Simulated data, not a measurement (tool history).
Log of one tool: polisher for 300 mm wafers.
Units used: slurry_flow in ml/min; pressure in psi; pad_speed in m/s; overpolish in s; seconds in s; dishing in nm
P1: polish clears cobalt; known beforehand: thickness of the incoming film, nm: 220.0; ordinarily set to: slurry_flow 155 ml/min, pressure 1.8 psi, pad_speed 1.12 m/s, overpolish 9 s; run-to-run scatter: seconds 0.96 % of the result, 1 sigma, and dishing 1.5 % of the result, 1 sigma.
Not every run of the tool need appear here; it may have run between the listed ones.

run,day,slurry_flow,pressure,pad_speed,overpolish,wafers polished on this pad,hours since the slurry nozzle was cleaned,hours since the head pressure was calibrated,seconds,dishing
1,0.45,155,1.8,1.12,9,191,135,823.3,47.782,27.147
2,1.054,155,1.8,1.12,3,306,149.5,837.8,48.182,11.758
3,1.4,155,1,1.12,14,372,157.8,846.1,86.116,25.381
4,1.892,155,1.8,0.5,9,466,169.6,857.9,107.58,15.286
5,2.346,95,1.8,0.52,9,553,180.5,868.8,113.2,14.904
6,2.812,230,2.2,1.12,9,642,191.7,880,36.175,32.964
7,3.271,155,1.8,1.12,17,729,202.7,891,46.601,39.777
8,4.025,155,2.7,1.12,9,873,220.8,909.1,31.533,35.939
9,4.5,95,1.8,1.12,9,964,232.2,920.5,52.939,26.632
10,5.133,220,1.8,1.12,9,1085,247.4,935.7,44.728,28.208
11,5.575,155,1.8,1.12,9,1169,258,946.3,47.418,27.926
12,6.138,155,1.8,1.12,9,1277,271.5,959.8,47.862,27.866
13,6.75,155,1.8,1.74,9,1394,286.2,974.5,30.465,35.797
14,7.408,155,1.8,1.12,9,1520,302,990.3,47.695,28.203
15,7.75,155,1.8,1.12,9,1585,310.2,998.5,48.546,28.252
16,8.221,155,0.8,1.12,9,1675,321.5,1009.8,106.78,15.311
17,8.812,155,1.8,1.12,9,1788,335.7,1024,47.479,28.475
18,9.283,155,1.8,1.12,9,1878,347,1035.3,48.614,27.476
19,9.646,155,1.8,1.12,9,1947,355.7,1044,49.094,26.872
20,10.283,155,1.8,1.12,9,2069,371,1059.3,50.493,27.053
# day 10.733: head pressure recalibrated
21,10.871,155,1.8,1.12,9,2181,385.1,3.4,50.425,26.859
22,11.525,155,1.8,1.12,9,2306,400.8,19.1,51.788,26.95
23,11.854,155,1.8,1.12,9,2369,408.7,27,50.681,26.604
24,12.583,155,1.8,1.12,9,2508,426.2,44.5,50.707,27.437
25,12.925,155,1.8,1.12,9,2573,434.4,52.7,51.331,26.872

The output of P1 has drifted from where it used to be. Each of the 2 causes below, taken at the size shown beside it, accounts for the log equally well:
A: removal rate lost through wear of the pad, % = 6.35
B: slurry flow missing at the pad, % = 28.6
The gradual shift began around day 8.812.
What rules out each remaining cause:
head's pressure below its setpoint, %: was serviced at day 10.733, once the creep was under way, yet the earlier output never came back

Of the 4 check runs below, each run on 5 wafers with the results averaged and each result still a question mark, which one would tell the listed causes apart?
check 1,13.267,95,1.8,1.12,3,,,,?,?
check 2,13.267,155,1.8,1.64,9,,,,?,?
check 3,13.267,155,2.7,1.12,17,,,,?,?
check 4,13.267,155,0.9,1.4,9,,,,?,?

What each check would give under each cause:
check,result,if A,if B
check 1,seconds,56.207,58.233
check 1,dishing,10.226,9.9065
check 2,seconds,34.647,34.645
check 2,dishing,33.968,33.969
check 3,seconds,33.822,33.82
check 3,dishing,45.118,45.119
check 4,seconds,81.173,81.168
check 4,dishing,19.034,19.035
Per check, the gap between the least separated pair of causes, taken in the result that splits them most: check 1 3.54 %; check 2 0.01 %; check 3 0.01 %; check 4 0.01 %
Check 1 tells the causes apart: in the others they would give nearly the same result.

With check 1 done, the readings were: seconds 55.958 s; dishing 10.189 nm. Identify which of the listed causes applies.

A is the cause: removal rate lost through wear of the pad, %.
